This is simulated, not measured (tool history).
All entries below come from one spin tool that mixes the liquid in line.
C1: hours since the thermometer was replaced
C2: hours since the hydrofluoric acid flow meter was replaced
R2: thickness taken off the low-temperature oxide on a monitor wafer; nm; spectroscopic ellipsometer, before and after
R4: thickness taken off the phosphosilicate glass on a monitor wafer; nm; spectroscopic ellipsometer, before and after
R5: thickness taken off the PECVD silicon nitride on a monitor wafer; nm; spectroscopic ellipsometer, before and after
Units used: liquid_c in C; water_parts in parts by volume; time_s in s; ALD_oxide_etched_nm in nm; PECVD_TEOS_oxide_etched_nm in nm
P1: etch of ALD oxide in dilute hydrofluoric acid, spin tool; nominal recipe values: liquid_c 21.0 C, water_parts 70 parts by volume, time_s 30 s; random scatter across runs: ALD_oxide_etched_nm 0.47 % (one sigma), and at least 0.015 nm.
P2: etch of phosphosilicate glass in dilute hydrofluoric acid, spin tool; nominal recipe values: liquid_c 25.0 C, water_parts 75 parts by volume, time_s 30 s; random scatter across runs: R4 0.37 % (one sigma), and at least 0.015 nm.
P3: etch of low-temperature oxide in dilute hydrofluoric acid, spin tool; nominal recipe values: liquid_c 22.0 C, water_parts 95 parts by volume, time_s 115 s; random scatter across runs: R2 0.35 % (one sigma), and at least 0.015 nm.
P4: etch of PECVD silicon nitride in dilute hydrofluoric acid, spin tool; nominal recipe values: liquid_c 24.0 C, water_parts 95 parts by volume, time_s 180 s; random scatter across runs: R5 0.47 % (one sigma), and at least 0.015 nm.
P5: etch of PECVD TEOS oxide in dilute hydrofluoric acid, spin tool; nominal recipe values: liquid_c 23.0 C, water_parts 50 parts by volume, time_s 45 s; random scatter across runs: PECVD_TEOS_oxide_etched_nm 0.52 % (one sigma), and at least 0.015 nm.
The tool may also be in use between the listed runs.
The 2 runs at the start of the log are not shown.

{"run": 3, "hour": 36.4, "process": "P3", "liquid_c": 22.0, "water_parts": 20, "time_s": 115, "C1": 1046.5, "C2": 211.6, "R2": 80.568}
{"run": 4, "hour": 52.5, "process": "P5", "liquid_c": 23.0, "water_parts": 50, "time_s": 45, "C1": 1062.6, "C2": 227.7, "PECVD_TEOS_oxide_etched_nm": 13.067}
{"run": 5, "hour": 65.2, "process": "P1", "liquid_c": 21.0, "water_parts": 70, "time_s": 15, "C1": 1075.3, "C2": 240.4, "ALD_oxide_etched_nm": 5.7124}
{"run": 6, "hour": 76.5, "process": "P1", "liquid_c": 21.0, "water_parts": 70, "time_s": 55, "C1": 1086.6, "C2": 251.7, "ALD_oxide_etched_nm": 21.255}
{"run": 7, "hour": 91.7, "process": "P2", "liquid_c": 20.5, "water_parts": 75, "time_s": 30, "C1": 1101.8, "C2": 266.9, "R4": 47.417}
{"run": 8, "hour": 107.0, "process": "P5", "liquid_c": 23.0, "water_parts": 25, "time_s": 45, "C1": 1117.1, "C2": 282.2, "PECVD_TEOS_oxide_etched_nm": 26.73}
{"run": 9, "hour": 116.3, "process": "P1", "liquid_c": 21.0, "water_parts": 70, "time_s": 30, "C1": 1126.4, "C2": 291.5, "ALD_oxide_etched_nm": 11.568}
{"run": 10, "hour": 124.5, "process": "P3", "liquid_c": 22.0, "water_parts": 95, "time_s": 115, "C1": 1134.6, "C2": 299.7, "R2": 15.546}
{"run": 11, "hour": 132.0, "process": "P3", "liquid_c": 17.0, "water_parts": 95, "time_s": 115, "C1": 1142.1, "C2": 307.2, "R2": 12.627}
{"run": 12, "hour": 140.4, "process": "P4", "liquid_c": 24.0, "water_parts": 95, "time_s": 180, "C1": 1150.5, "C2": 315.6, "R5": 4.6304}
{"run": 13, "hour": 149.1, "process": "P5", "liquid_c": 23.0, "water_parts": 50, "time_s": 70, "C1": 1159.2, "C2": 324.3, "PECVD_TEOS_oxide_etched_nm": 20.426}
{"run": 14, "hour": 157.2, "process": "P1", "liquid_c": 21.0, "water_parts": 70, "time_s": 30, "C1": 1167.3, "C2": 332.4, "ALD_oxide_etched_nm": 11.479}
{"run": 15, "hour": 171.1, "process": "P4", "liquid_c": 24.0, "water_parts": 160, "time_s": 180, "C1": 1181.2, "C2": 346.3, "R5": 2.8181}
{"run": 16, "hour": 179.3, "process": "P1", "liquid_c": 21.0, "water_parts": 70, "time_s": 30, "C1": 1189.4, "C2": 354.5, "ALD_oxide_etched_nm": 11.541}
{"run": 17, "hour": 193.7, "process": "P5", "liquid_c": 17.5, "water_parts": 50, "time_s": 45, "C1": 1203.8, "C2": 368.9, "PECVD_TEOS_oxide_etched_nm": 10.376}
{"run": 18, "hour": 202.5, "process": "P4", "liquid_c": 31.5, "water_parts": 95, "time_s": 180, "C1": 1212.6, "C2": 377.7, "R5": 7.5971}
{"run": 19, "hour": 218.6, "process": "P1", "liquid_c": 21.0, "water_parts": 130, "time_s": 30, "C1": 1228.7, "C2": 393.8, "ALD_oxide_etched_nm": 5.8416}
{"run": 20, "hour": 231.0, "process": "P4", "liquid_c": 24.0, "water_parts": 95, "time_s": 180, "C1": 1241.1, "C2": 406.2, "R5": 4.6257}
{"run": 21, "hour": 239.7, "process": "P2", "liquid_c": 25.0, "water_parts": 20, "time_s": 30, "C1": 1249.8, "C2": 414.9, "R4": 230.15}
{"run": 22, "hour": 250.4, "process": "P2", "liquid_c": 25.0, "water_parts": 75, "time_s": 30, "C1": 1260.5, "C2": 425.6, "R4": 56.948}

Run 23 is up next; what results do you expect?
{"run": 23, "hour": 265.3, "process": "P1", "liquid_c": 21.0, "water_parts": 120, "time_s": 15, "C1": 1275.4, "C2": 440.5, "ALD_oxide_etched_nm": "?"}

Run 23 gave ALD_oxide_etched_nm 3.1698 nm.
